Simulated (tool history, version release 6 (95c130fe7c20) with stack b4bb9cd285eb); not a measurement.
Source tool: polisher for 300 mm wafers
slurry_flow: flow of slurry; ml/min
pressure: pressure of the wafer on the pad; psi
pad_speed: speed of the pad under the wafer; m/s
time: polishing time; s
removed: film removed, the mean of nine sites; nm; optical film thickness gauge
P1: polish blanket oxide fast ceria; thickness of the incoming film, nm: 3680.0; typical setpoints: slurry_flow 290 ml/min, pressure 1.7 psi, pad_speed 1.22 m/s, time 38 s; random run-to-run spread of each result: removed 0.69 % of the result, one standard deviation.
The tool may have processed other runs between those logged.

run   hour  slurry_flow  pressure  pad_speed  time  removed
  1   12.3          290       1.7       1.22    38   379.13
  2     31          290       2.6       1.22    38   581.69
  3   45.4          405       1.7       1.22    38   390.08
  4   60.2          425       1.2       1.22    38   274.36
  5   72.2          175       2.5       1.22    38   524.61
  6   90.4          290       1.7       1.22    38   383.14
  7  101.4          175       1.7       1.22    38   358.13
  8  117.2          290       1.7       1.22    55   547.73
  9  130.5          290       1.7       1.22    38   380.86
 10  145.9          290       1.7       1.22    38   385.18
 11  154.2          290       1.2       1.22    38    269.4
 12  173.1          290       1.7       1.22    38   379.87
 13  183.2          290       1.3       1.22    48    365.9
 14  192.8          290       1.7       0.54    38   170.12
 15  203.5          290       1.7       1.66    38   511.66
 16  219.6          290       1.7       1.22    17   169.01
 17  237.6          290       1.7       1.22    38   379.19
 18  249.6          290       1.7       1.22    38   370.67
 19  261.8          290       1.7       1.22    38   364.97
 20  279.5          290       1.7       1.22    38   367.18
 21  294.1          290       1.7       1.22    38   358.77
     304.4  -- worn pad replaced by a new one
 22  307.3          290       1.7       1.22    38   364.97
 23  320.3          290       1.7       1.22    38   366.18
 24  332.1          290       1.7       1.22    38   361.01
 25  341.3          290       1.7       1.22    38   361.44

P1 no longer gives what it gave before; its output has crept away from where it was. The following 2 causes, each at its listed size, fit the log equally well:
A: slurry flow missing at the pad, % = 35.8
B: head's pressure below its setpoint, % = 4.97
The drift started at roughly hour 237.6.
The rest of the possible causes, and what rules out each one:
removal rate lost through wear of the pad, %: serviced at hour 304.4, which brought nothing back

Which of the 4 check runs listed below, each an average over 5 wafers with its results shown as question marks, gives clearly different results under the different listed causes?
check 1  350.5          290       1.7       0.66    54        ?
check 2  350.5          290       1.7       1.56    20        ?
check 3  350.5          290       1.7       0.56    38        ?
check 4  350.5          195       1.7       1.22    47        ?

Predicted outcomes, by check and by cause:
  check   result    if A    if B
check 1  removed  277.71  277.71
check 2  removed  243.12  243.11
check 3  removed  165.82  165.82
check 4  removed  417.61  427.32
Per check, the gap between the least separated pair of causes, taken in the result that splits them most: check 1 0 %; check 2 0 %; check 3 0 %; check 4 2.3 %
Check 4 distinguishes between the causes, while the remaining checks would return nearly the same result for all of them.

Check 4 has now been run. It gave: removed 427.27 nm. Which of the candidate causes is it?

The cause is B: head's pressure below its setpoint, %.

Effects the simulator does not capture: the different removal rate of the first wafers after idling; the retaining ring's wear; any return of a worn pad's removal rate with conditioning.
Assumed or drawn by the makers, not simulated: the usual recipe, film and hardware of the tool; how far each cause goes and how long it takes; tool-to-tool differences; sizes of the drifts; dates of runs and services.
